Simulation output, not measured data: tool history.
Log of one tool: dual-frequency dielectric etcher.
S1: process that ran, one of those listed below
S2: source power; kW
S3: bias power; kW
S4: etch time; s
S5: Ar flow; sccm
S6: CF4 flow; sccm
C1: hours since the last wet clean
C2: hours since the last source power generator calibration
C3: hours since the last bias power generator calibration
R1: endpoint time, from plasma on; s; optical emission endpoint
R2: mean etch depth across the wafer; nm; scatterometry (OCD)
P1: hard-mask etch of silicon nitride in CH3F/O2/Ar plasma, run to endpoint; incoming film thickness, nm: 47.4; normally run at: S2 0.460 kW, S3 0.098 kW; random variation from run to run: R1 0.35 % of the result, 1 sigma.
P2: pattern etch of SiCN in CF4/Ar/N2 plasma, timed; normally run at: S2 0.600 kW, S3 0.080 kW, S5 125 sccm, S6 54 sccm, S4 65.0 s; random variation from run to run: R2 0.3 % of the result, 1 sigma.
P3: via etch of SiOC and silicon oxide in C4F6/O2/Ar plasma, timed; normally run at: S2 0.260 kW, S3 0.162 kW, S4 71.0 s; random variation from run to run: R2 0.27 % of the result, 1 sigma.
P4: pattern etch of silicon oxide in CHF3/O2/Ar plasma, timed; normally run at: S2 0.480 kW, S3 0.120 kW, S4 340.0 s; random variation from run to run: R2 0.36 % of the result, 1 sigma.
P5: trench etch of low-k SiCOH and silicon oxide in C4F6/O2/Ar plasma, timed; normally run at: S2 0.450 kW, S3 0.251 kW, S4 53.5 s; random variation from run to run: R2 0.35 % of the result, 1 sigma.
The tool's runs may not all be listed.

run	hour	S1	S2	S3	S4	S5	S6	C1	C2	C3	R1	R2
1	11.5	P1	0.460	0.098				259.4	453.8	3162.9	56.695	
2	21.8	P3	0.350	0.162	71.0			269.7	464.1	3173.2		73.346
3	29.0	P4	0.480	0.149	340.0			276.9	471.3	3180.4		600.300
4	35.2	P1	0.310	0.067				283.1	477.5	3186.6	75.568	
5	41.9	P1	0.460	0.059				289.8	484.2	3193.3	67.686	
6	53.2	P4	0.480	0.120	340.0			301.1	495.5	3204.6		554.060
7	62.7	P2	0.450	0.080	65.0	125	54	310.6	505.0	3214.1		52.413
8	73.2	P5	0.450	0.251	53.5			321.1	515.5	3224.6		207.120
9	81.9	P4	0.480	0.120	340.0			329.8	524.2	3233.3		553.540
10	91.5	P1	0.460	0.098				339.4	533.8	3242.9	56.596	
11	97.5	P1	0.460	0.116				345.4	539.8	3248.9	53.560	
12	106.7	P3	0.260	0.162	48.5			354.6	549.0	3258.1		44.828
13	117.5	P2	0.600	0.050	65.0	125	54	365.4	559.8	3268.9		57.038
14	126.5	P2	0.600	0.080	65.0	125	54	374.4	568.8	3277.9		67.717
15	132.4	P5	0.580	0.251	53.5			380.3	574.7	3283.8		229.930
16	139.5	P4	0.480	0.120	211.5			387.4	581.8	3290.9		347.700
17	147.9	P5	0.450	0.251	29.5			395.8	590.2	3299.3		114.750
18	158.2	P3	0.260	0.220	71.0			406.1	600.5	3309.6		72.322
19	168.5	P2	0.600	0.080	65.0	125	69	416.4	610.8	3319.9		69.763
# hour 172.1: wet clean of the chamber
20	176.6	P1	0.570	0.098				4.5	618.9	3328.0	52.222	
21	187.5	P3	0.260	0.162	71.0			15.4	629.8	3338.9		65.237
22	194.9	P1	0.460	0.098				22.8	637.2	3346.3	56.885	
23	203.8	P1	0.300	0.098				31.7	646.1	3355.2	66.938	
24	210.0	P1	0.320	0.082				37.9	652.3	3361.4	69.150	
25	218.6	P3	0.260	0.162	71.0			46.5	660.9	3370.0		65.439
26	225.0	P2	0.600	0.080	65.0	87	54	52.9	667.3	3376.4		71.411
27	234.7	P5	0.450	0.308	53.5			62.6	677.0	3386.1		221.920
28	243.3	P1	0.650	0.066				71.2	685.6	3394.7	57.088	
29	252.0	P4	0.610	0.120	340.0			79.9	694.3	3403.4		609.760
30	264.2	P1	0.460	0.098				92.1	706.5	3415.6	56.754	
31	270.3	P2	0.600	0.080	93.5	125	54	98.2	712.6	3421.7		96.802
32	279.7	P2	0.600	0.080	65.0	125	54	107.6	722.0	3431.1		67.316
33	286.0	P1	0.460	0.098				113.9	728.3	3437.4	56.921	
34	292.9	P1	0.460	0.098				120.8	735.2	3444.3	56.155	
35	299.1	P1	0.460	0.098				127.0	741.4	3450.5	56.289	
36	311.2	P1	0.460	0.098				139.1	753.5	3462.6	55.696	
37	318.2	P1	0.460	0.098				146.1	760.5	3469.6	56.137	
38	324.3	P1	0.460	0.098				152.2	766.6	3475.7	55.759	
39	332.4	P1	0.460	0.098				160.3	774.7	3483.8	55.641	
# hour 338.9: wet clean of the chamber
40	340.5	P1	0.460	0.098				1.6	782.8	3491.9	55.686	

The next listed run, before its measurement:
41	349.1	P1	0.460	0.098				10.2	791.4	3500.5	?	

R1: 56.043 s
